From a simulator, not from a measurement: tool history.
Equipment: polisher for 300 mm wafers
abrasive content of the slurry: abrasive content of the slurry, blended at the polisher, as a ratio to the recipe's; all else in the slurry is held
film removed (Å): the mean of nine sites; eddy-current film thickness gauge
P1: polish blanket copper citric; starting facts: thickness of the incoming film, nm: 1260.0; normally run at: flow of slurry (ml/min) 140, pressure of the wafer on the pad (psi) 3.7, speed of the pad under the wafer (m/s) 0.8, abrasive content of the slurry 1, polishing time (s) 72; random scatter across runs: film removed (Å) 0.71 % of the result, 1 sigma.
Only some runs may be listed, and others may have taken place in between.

run,hour,flow of slurry (ml/min),pressure of the wafer on the pad (psi),speed of the pad under the wafer (m/s),abrasive content of the slurry,polishing time (s),wafers polished on this pad,hours since the slurry nozzle was cleaned,hours since the head pressure was calibrated,hours since the slurry blender was calibrated,film removed (Å)
1,6.5,140,3.7,0.8,1,72,272,145.6,351.6,84.1,1910.4
2,9.9,140,3.7,0.8,1,72,299,149,355,87.5,1906.6
3,14.1,180,3.7,0.8,0.65,72,332,153.2,359.2,91.7,1821.8
4,18.4,140,3.7,0.8,1.4,72,367,157.5,363.5,96,2048.1
5,23.9,215,3.7,0.8,1,72,411,163,369,101.5,2005.7
6,27.3,140,3.7,0.8,1,72,438,166.4,372.4,104.9,1909.6
7,30.7,140,3.7,0.8,0.75,72,465,169.8,375.8,108.3,1774.6
8,37.9,140,3.7,0.8,1,32,522,177,383,115.5,838.79
# hour 41: slurry nozzle cleaned
9,41.3,140,2.6,0.8,1,72,549,0.4,386.4,118.9,1341.4
10,44.6,140,3.7,0.36,1,72,576,3.7,389.7,122.2,874.84
11,50.6,140,3.7,0.8,1,112,624,9.7,395.7,128.2,2965.7
12,57.2,140,3.7,0.8,1,72,676,16.3,402.3,134.8,1895.6
13,62.4,140,3.7,1.24,1,72,718,21.5,407.5,140,2898.6
14,67.9,140,3.7,0.8,1,72,762,27,413,145.5,1900.1
15,73.3,100,3.7,0.8,1,72,805,32.4,418.4,150.9,1763.7
16,76.8,140,3.7,0.8,1,72,833,35.9,421.9,154.4,1895.1
# hour 82: head pressure recalibrated
17,83,140,3.7,0.8,1,72,882,42.1,1.1,160.6,1921.3
18,86.2,140,5.6,0.8,1,72,908,45.3,4.3,163.8,2839.9
19,91.5,140,3.7,0.8,1,72,950,50.6,9.6,169.1,1880.8
20,99,140,3.7,0.8,1,72,1010,58.1,17.1,176.6,1812.8
21,103.9,140,3.7,0.8,1,72,1049,63,22,181.5,1805.9
22,109.5,140,3.7,0.8,1,72,1094,68.6,27.6,187.1,1786.7
23,115.8,140,3.7,0.8,1,72,1144,74.9,33.9,193.4,1797.1
# hour 117.7: worn pad replaced by a new one
24,122.9,140,3.7,0.8,1,72,41,82,41,200.5,1763.9
# hour 125.4: slurry blender recalibrated
25,127.5,140,3.7,0.8,1,72,78,86.6,45.6,2.2,1747.6
26,133.7,140,3.7,0.8,1,72,127,92.8,51.8,8.4,1752.3

The next listed run, before its measurement:
27,139.4,140,3.7,0.8,1,72,173,98.5,57.5,14.1,?

{"run 27": {"film removed (Å)": 1766.8}}
